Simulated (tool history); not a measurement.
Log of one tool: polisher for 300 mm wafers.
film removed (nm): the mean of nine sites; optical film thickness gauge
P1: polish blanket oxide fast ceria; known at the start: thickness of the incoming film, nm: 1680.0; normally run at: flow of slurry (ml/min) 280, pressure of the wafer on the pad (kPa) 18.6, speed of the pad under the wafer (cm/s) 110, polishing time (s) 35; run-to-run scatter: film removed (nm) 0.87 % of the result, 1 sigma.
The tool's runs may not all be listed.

run	day	flow of slurry (ml/min)	pressure of the wafer on the pad (kPa)	speed of the pad under the wafer (cm/s)	polishing time (s)	wafers polished on this pad	hours since the slurry nozzle was cleaned	hours since the head pressure was calibrated	film removed (nm)
1	0.192	280	18.6	110	35	477	499.3	182.8	684.58
2	0.367	280	13.8	110	35	519	503.5	187	520.34
3	0.7	280	18.6	110	35	600	511.5	195	689.98
4	0.938	280	18.6	110	35	658	517.2	200.7	682.87
5	1.133	280	18.6	110	35	706	521.9	205.4	697.23
6	1.458	400	18.6	110	35	785	529.7	213.2	716.14
7	1.646	280	18.6	54	25	831	534.2	217.7	240.72
8	1.975	280	18.6	50	35	911	542.1	225.6	311.33
9	2.146	280	18.6	110	35	952	546.2	229.7	689.25
10	2.475	280	18.6	110	35	1032	554.1	237.6	692.23
# day 2.7: worn pad replaced by a new one
11	2.717	280	18.6	168	35	4	559.9	243.4	1053.3
12	2.925	280	18.6	110	53	54	564.9	248.4	1035.1
13	3.275	170	18.6	110	35	140	573.3	256.8	646.63
14	3.638	280	18.6	110	25	228	582	265.5	494.29
15	3.954	280	18.6	80	50	305	589.6	273.1	718.99
16	4.308	280	23.4	110	35	391	598.1	281.6	872.99
17	4.55	280	18.6	110	35	450	603.9	287.4	680.69
18	4.762	280	18.6	110	35	501	609	292.5	692.92
19	5.079	280	18.6	110	35	579	616.6	300.1	672.8
20	5.304	280	18.6	110	35	633	622	305.5	662.7
21	5.625	280	18.6	110	35	711	629.7	313.2	652.74
# day 5.767: worn pad replaced by a new one
22	5.821	280	18.6	110	35	14	634.4	317.9	655.54
23	6.188	280	18.6	110	35	103	643.2	326.7	650.1
24	6.467	280	18.6	110	35	171	649.9	333.4	649.25

What P1 gives has crept away from where it was. These 2 causes fit the log equally well, each at the size given:
A: slurry flow missing at the pad, % = 35
B: head's pressure below its setpoint, % = 4.96
The creep began at about day 4.762.
Why every other cause is out:
removal rate lost through wear of the pad, %: serviced at day 5.767, which brought nothing back

4 check runs are offered, each on 5 wafers whose results are averaged, their results left as question marks. Which one tells the causes apart?
check 1	6.746	170	18.6	86	35				?
check 2	6.746	280	18.6	134	35				?
check 3	6.746	280	18.6	132	35				?
check 4	6.746	280	18.6	166	25				?

What each check would give under each cause:
check	result	if A	if B
check 1	film removed (nm)	467.37	481.7
check 2	film removed (nm)	797.77	797.83
check 3	film removed (nm)	785.86	785.92
check 4	film removed (nm)	705.91	705.97
How far apart the two closest causes lie, in the result that separates them most: check 1 3.02 %; check 2 0.01 %; check 3 0.01 %; check 4 0.01 %
Check 1 tells the causes apart: in the others they would give nearly the same result.

Check 1 was then run and gave: film removed (nm) 480.35. Which cause is it?

It is B: head's pressure below its setpoint, %.

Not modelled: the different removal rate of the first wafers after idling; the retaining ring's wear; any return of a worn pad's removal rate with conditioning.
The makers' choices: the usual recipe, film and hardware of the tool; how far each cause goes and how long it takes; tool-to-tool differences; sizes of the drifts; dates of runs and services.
